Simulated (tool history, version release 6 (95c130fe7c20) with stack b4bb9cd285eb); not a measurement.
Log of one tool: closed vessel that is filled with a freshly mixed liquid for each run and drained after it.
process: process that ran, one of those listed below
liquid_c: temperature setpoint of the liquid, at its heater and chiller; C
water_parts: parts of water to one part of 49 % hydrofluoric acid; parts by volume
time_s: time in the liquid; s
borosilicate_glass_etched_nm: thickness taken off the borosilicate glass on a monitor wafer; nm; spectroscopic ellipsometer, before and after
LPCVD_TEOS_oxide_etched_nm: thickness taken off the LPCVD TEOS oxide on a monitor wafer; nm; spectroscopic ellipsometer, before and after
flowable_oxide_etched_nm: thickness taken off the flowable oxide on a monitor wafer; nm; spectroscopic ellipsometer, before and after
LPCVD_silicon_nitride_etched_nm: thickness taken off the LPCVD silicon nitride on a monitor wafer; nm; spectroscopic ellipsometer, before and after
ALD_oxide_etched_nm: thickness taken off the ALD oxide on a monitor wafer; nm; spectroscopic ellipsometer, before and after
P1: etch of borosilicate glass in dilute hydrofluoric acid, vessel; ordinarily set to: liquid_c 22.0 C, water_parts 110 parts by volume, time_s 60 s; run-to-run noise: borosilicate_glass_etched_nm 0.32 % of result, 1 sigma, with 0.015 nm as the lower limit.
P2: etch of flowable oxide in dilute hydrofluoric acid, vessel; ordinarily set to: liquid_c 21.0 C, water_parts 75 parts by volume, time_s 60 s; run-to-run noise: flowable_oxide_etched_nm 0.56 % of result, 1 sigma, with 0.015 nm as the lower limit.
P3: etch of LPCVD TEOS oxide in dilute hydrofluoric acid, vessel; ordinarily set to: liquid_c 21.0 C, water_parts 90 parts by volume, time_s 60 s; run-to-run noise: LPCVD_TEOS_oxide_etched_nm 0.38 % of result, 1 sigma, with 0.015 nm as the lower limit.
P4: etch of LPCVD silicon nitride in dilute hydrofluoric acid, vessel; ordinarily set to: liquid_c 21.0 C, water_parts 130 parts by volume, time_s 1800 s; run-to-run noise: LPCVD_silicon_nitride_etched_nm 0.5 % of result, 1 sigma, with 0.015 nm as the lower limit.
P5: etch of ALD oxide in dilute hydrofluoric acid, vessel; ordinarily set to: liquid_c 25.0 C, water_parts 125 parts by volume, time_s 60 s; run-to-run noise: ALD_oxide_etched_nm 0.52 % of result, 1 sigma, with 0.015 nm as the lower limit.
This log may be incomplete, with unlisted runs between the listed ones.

| run | day | process | liquid_c | water_parts | time_s | borosilicate_glass_etched_nm | LPCVD_TEOS_oxide_etched_nm | flowable_oxide_etched_nm | LPCVD_silicon_nitride_etched_nm | ALD_oxide_etched_nm |
|---|---|---|---|---|---|---|---|---|---|---|
| 1 | 0.296 | P1 | 22.0 | 110 | 60 | 17.5590 |  |  |  |  |
| 2 | 0.471 | P1 | 22.0 | 110 | 105 | 30.7680 |  |  |  |  |
| 3 | 0.783 | P3 | 21.0 | 90 | 60 |  | 21.825 |  |  |  |
| 4 | 1.083 | P1 | 29.5 | 110 | 60 | 23.4610 |  |  |  |  |
| 5 | 1.371 | P2 | 21.0 | 75 | 60 |  |  | 16.1040 |  |  |
| 6 | 1.662 | P3 | 17.0 | 90 | 60 |  | 18.495 |  |  |  |
| 7 | 1.942 | P4 | 21.0 | 130 | 1800 |  |  |  | 5.51590 |  |
| 8 | 2.175 | P5 | 25.0 | 195 | 60 |  |  |  |  | 5.5460 |
| 9 | 2.392 | P1 | 22.0 | 50 | 60 | 41.8590 |  |  |  |  |
| 10 | 2.633 | P1 | 22.0 | 110 | 60 | 17.6640 |  |  |  |  |
| 11 | 2.992 | P2 | 17.0 | 75 | 60 |  |  | 13.6500 |  |  |
| 12 | 3.267 | P1 | 22.0 | 110 | 60 | 17.5840 |  |  |  |  |
| 13 | 3.575 | P2 | 21.0 | 110 | 60 |  |  | 10.5940 |  |  |
| 14 | 3.883 | P5 | 17.0 | 125 | 60 |  |  |  |  | 6.7514 |
| 15 | 4.079 | P3 | 21.0 | 90 | 30 |  | 10.843 |  |  |  |
| 16 | 4.467 | P1 | 17.0 | 110 | 90 | 21.4800 |  |  |  |  |
| 17 | 4.842 | P4 | 21.0 | 130 | 35 |  |  |  | 0.10099 |  |
| 18 | 5.025 | P4 | 21.0 | 50 | 1800 |  |  |  | 13.92900 |  |
| 19 | 5.346 | P2 | 21.0 | 75 | 30 |  |  | 8.0631 |  |  |
| 20 | 5.683 | P1 | 22.0 | 185 | 60 | 9.6532 |  |  |  |  |
| 21 | 5.946 | P1 | 22.0 | 110 | 60 | 17.6330 |  |  |  |  |
| 22 | 6.283 | P5 | 25.0 | 125 | 60 |  |  |  |  | 9.3218 |
| 23 | 6.675 | P1 | 22.0 | 110 | 30 | 8.7610 |  |  |  |  |
| 24 | 6.917 | P1 | 22.0 | 110 | 60 | 17.5710 |  |  |  |  |
| 25 | 7.196 | P5 | 25.0 | 125 | 30 |  |  |  |  | 4.6266 |
| 26 | 7.404 | P3 | 21.0 | 25 | 60 |  | 84.819 |  |  |  |
| 27 | 7.771 | P1 | 22.0 | 110 | 60 | 17.5450 |  |  |  |  |
| 28 | 8.008 | P1 | 18.5 | 110 | 60 | 15.2660 |  |  |  |  |
| 29 | 8.192 | P4 | 17.0 | 130 | 1800 |  |  |  | 4.19000 |  |
| 30 | 8.396 | P1 | 17.0 | 25 | 60 | 69.1650 |  |  |  |  |
| 31 | 8.762 | P1 | 22.0 | 110 | 60 | 17.4910 |  |  |  |  |
| 32 | 8.988 | P1 | 22.0 | 110 | 60 | 18.2170 |  |  |  |  |
| 33 | 9.333 | P1 | 22.0 | 110 | 60 | 18.7120 |  |  |  |  |
| 34 | 9.621 | P1 | 22.0 | 110 | 60 | 18.9950 |  |  |  |  |
| 35 | 10.008 | P1 | 22.0 | 110 | 60 | 19.2400 |  |  |  |  |
| 36 | 10.196 | P1 | 22.0 | 110 | 60 | 19.3020 |  |  |  |  |
| 37 | 10.579 | P1 | 22.0 | 110 | 60 | 19.1580 |  |  |  |  |
| 38 | 10.833 | P1 | 22.0 | 110 | 60 | 19.3120 |  |  |  |  |

Compared with where it was, what P1 gives has crept away. Each cause listed below fits the log as well as the rest, at the size given for it:
A: liquid hotter than its thermometer reads (K) = 2.34
B: hydrofluoric acid flow above the setpoint (%) = 8.57
At approximately day 8.762, the process output began to creep.

Each of the 4 check runs below uses one wafer; its results are left as question marks. Which run tells the causes apart?
| check 1 | 11.088 | P2 | 21.0 | 75 | 60 |  |  | ? |  |  |
| check 2 | 11.088 | P3 | 21.0 | 90 | 60 |  | ? |  |  |  |
| check 3 | 11.088 | P4 | 21.0 | 130 | 1800 |  |  |  | ? |  |
| check 4 | 11.088 | P5 | 25.0 | 125 | 60 |  |  |  |  | ? |

Predicted outcomes, by check and by cause:
| check | result | if A | if B |
|---|---|---|---|
| check 1 | flowable_oxide_etched_nm | 17.6920 | 17.5750 |
| check 2 | LPCVD_TEOS_oxide_etched_nm | 23.849 | 23.743 |
| check 3 | LPCVD_silicon_nitride_etched_nm | 6.42610 | 5.96670 |
| check 4 | ALD_oxide_etched_nm | 10.1510 | 10.2030 |
Per-check spread between the two closest causes, in the result where they differ most: check 1 0.66 %; check 2 0.44 %; check 3 7.42 %; check 4 0.51 %
Check 3 is the one run that separates the causes; every other check would come out nearly the same whichever cause is at work.

Here is what check 3 returned: LPCVD_silicon_nitride_etched_nm 5.93620 nm. Which cause is it?

It is B: hydrofluoric acid flow above the setpoint (%).
